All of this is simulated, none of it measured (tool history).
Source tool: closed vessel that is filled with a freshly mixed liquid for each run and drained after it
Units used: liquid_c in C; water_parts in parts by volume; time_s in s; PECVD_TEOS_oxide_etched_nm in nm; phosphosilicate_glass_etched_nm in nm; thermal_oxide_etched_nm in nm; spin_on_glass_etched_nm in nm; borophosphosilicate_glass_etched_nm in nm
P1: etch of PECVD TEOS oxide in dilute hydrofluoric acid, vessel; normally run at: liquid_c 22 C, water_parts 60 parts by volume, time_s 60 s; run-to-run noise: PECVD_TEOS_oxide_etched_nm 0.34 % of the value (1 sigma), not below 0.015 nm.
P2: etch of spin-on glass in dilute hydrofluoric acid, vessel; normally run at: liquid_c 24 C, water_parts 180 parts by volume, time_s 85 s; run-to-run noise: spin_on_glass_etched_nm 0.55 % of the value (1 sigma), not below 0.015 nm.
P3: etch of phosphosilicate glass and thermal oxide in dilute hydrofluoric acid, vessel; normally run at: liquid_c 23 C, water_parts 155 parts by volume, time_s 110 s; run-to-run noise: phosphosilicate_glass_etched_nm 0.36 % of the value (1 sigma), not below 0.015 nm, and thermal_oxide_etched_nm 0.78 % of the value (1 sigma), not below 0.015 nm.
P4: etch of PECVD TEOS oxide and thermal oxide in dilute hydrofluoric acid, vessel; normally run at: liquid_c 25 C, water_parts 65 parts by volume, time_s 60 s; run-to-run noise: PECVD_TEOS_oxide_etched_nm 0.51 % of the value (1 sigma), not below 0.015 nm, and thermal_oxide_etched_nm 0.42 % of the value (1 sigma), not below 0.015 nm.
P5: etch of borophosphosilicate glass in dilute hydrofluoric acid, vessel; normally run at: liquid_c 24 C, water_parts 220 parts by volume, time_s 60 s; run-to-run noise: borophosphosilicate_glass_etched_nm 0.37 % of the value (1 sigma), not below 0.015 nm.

| run | hour | process | liquid_c | water_parts | time_s | hours since the thermometer was replaced | hours since the hydrofluoric acid flow meter was replaced | PECVD_TEOS_oxide_etched_nm | phosphosilicate_glass_etched_nm | thermal_oxide_etched_nm | spin_on_glass_etched_nm | borophosphosilicate_glass_etched_nm |
|---|---|---|---|---|---|---|---|---|---|---|---|---|
| 1 | 10.9 | P1 | 22 | 60 | 60 | 207.7 | 193.3 | 8.2585 |  |  |  |  |
| 2 | 27 | P1 | 22 | 100 | 30 | 223.8 | 209.4 | 2.3383 |  |  |  |  |
| 3 | 40 | P3 | 23 | 30 | 110 | 236.8 | 222.4 |  | 332.81 | 18.825 |  |  |
| 4 | 57.4 | P1 | 29.5 | 60 | 35 | 254.2 | 239.8 | 6.4804 |  |  |  |  |
| 5 | 72.2 | P1 | 22 | 60 | 60 | 269 | 254.6 | 8.1997 |  |  |  |  |
| 6 | 85.1 | P1 | 17 | 60 | 60 | 281.9 | 267.5 | 6.6695 |  |  |  |  |
| 7 | 94.4 | P1 | 22 | 60 | 60 | 291.2 | 276.8 | 8.2122 |  |  |  |  |
| 8 | 103.6 | P3 | 23 | 155 | 110 | 300.4 | 286 |  | 55.256 | 3.1248 |  |  |
| 9 | 122.5 | P1 | 29.5 | 60 | 60 | 319.3 | 304.9 | 11.169 |  |  |  |  |
| 10 | 131.4 | P1 | 22 | 60 | 60 | 328.2 | 313.8 | 8.2558 |  |  |  |  |
| 11 | 142.6 | P2 | 24 | 65 | 85 | 339.4 | 325 |  |  |  | 60.133 |  |
| 12 | 158.9 | P2 | 24 | 180 | 85 | 355.7 | 341.3 |  |  |  | 19.161 |  |
| 13 | 177.4 | P2 | 24 | 180 | 85 | 374.2 | 359.8 |  |  |  | 19.187 |  |
| 14 | 188.4 | P4 | 25 | 45 | 60 | 385.2 | 370.8 | 34.273 |  | 7.0333 |  |  |
| 15 | 200 | P4 | 21 | 65 | 60 | 396.8 | 382.4 | 19.52 |  | 3.9969 |  |  |
| 16 | 210.8 | P2 | 17 | 180 | 85 | 407.6 | 393.2 |  |  |  | 14.744 |  |
| 17 | 222.3 | P4 | 25 | 65 | 30 | 419.1 | 404.7 | 11.489 |  | 2.3559 |  |  |
| 18 | 230.6 | P1 | 22 | 60 | 35 | 427.4 | 413 | 4.7952 |  |  |  |  |
| 19 | 247.2 | P1 | 22 | 60 | 95 | 444 | 429.6 | 13.097 |  |  |  |  |
| 20 | 264.9 | P5 | 24 | 220 | 115 | 461.7 | 447.3 |  |  |  |  | 15.395 |
| 21 | 277.4 | P5 | 24 | 220 | 60 | 474.2 | 459.8 |  |  |  |  | 7.9863 |
| 22 | 290.9 | P5 | 17.5 | 220 | 60 | 487.7 | 473.3 |  |  |  |  | 6.2364 |
| 23 | 303.5 | P4 | 25 | 65 | 60 | 500.3 | 485.9 | 23.146 |  | 4.7037 |  |  |
| 24 | 319.5 | P1 | 22 | 60 | 60 | 516.3 | 501.9 | 8.2735 |  |  |  |  |
| 25 | 336 | P3 | 18 | 155 | 110 | 532.8 | 518.4 |  | 45.677 | 2.5757 |  |  |

What will run 26 give?
| 26 | 349.6 | P2 | 24 | 180 | 135 | 546.4 | 532 |  |  |  | ? |  |

spin_on_glass_etched_nm: 30.539 nm
